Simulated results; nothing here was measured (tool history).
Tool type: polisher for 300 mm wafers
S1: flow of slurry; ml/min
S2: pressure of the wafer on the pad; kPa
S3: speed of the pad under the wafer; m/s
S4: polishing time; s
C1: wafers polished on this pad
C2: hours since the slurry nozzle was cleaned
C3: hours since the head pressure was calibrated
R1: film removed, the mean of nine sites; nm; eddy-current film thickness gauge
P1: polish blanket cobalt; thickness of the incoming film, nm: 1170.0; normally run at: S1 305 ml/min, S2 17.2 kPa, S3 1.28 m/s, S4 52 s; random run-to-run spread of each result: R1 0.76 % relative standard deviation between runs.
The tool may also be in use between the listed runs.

run 1 hour=9.5 | S1=305 S2=17.2 S3=1.28 S4=52 | C1=587 C2=203.3 C3=223.6 | R1=466.55
run 2 hour=20.4 | S1=305 S2=17.2 S3=1.28 S4=52 | C1=707 C2=214.2 C3=234.5 | R1=471.62
run 3 hour=30.7 | S1=305 S2=17.2 S3=1.96 S4=52 | C1=821 C2=224.5 C3=244.8 | R1=718.97
run 4 hour=41.2 | S1=305 S2=17.2 S3=1.28 S4=52 | C1=936 C2=235 C3=255.3 | R1=473.71
run 5 hour=50.1 | S1=405 S2=17.2 S3=1.28 S4=33 | C1=1034 C2=243.9 C3=264.2 | R1=302.27
run 6 hour=60 | S1=195 S2=17.2 S3=1.28 S4=52 | C1=1143 C2=253.8 C3=274.1 | R1=448.18
run 7 hour=75.3 | S1=305 S2=17.2 S3=1.28 S4=52 | C1=1311 C2=269.1 C3=289.4 | R1=469
run 8 hour=88.1 | S1=305 S2=9.7 S3=1.28 S4=33 | C1=1452 C2=281.9 C3=302.2 | R1=166.02
run 9 hour=104.7 | S1=305 S2=17.2 S3=1.28 S4=52 | C1=1635 C2=298.5 C3=318.8 | R1=472.61
run 10 hour=114.1 | S1=390 S2=17.2 S3=1.28 S4=52 | C1=1738 C2=307.9 C3=328.2 | R1=479.28
run 11 hour=123.9 | S1=305 S2=24.1 S3=1.28 S4=52 | C1=1846 C2=317.7 C3=338 | R1=660.89
run 12 hour=135.8 | S1=305 S2=9 S3=1.28 S4=52 | C1=1977 C2=329.6 C3=349.9 | R1=246.29
run 13 hour=149.8 | S1=305 S2=17.2 S3=1.28 S4=72 | C1=2131 C2=343.6 C3=363.9 | R1=650.55
run 14 hour=164 | S1=305 S2=17.2 S3=0.98 S4=30 | C1=2287 C2=357.8 C3=378.1 | R1=204.92
run 15 hour=175 | S1=305 S2=17.2 S3=0.62 S4=52 | C1=2409 C2=368.8 C3=389.1 | R1=225.64
run 16 hour=185.2 | S1=305 S2=17.2 S3=1.28 S4=33 | C1=2521 C2=379 C3=399.3 | R1=303.91
run 17 hour=196.6 | S1=305 S2=17.2 S3=1.28 S4=52 | C1=2646 C2=390.4 C3=410.7 | R1=467.46
run 18 hour=211.5 | S1=305 S2=17.2 S3=1.28 S4=52 | C1=2810 C2=405.3 C3=425.6 | R1=456.11

Expected results for the next run?
run 19 hour=227.4 | S1=305 S2=17.2 S3=1.28 S4=52 | C1=2985 C2=421.2 C3=441.5 | R1=?

{"run 19": {"R1": 452.36}}
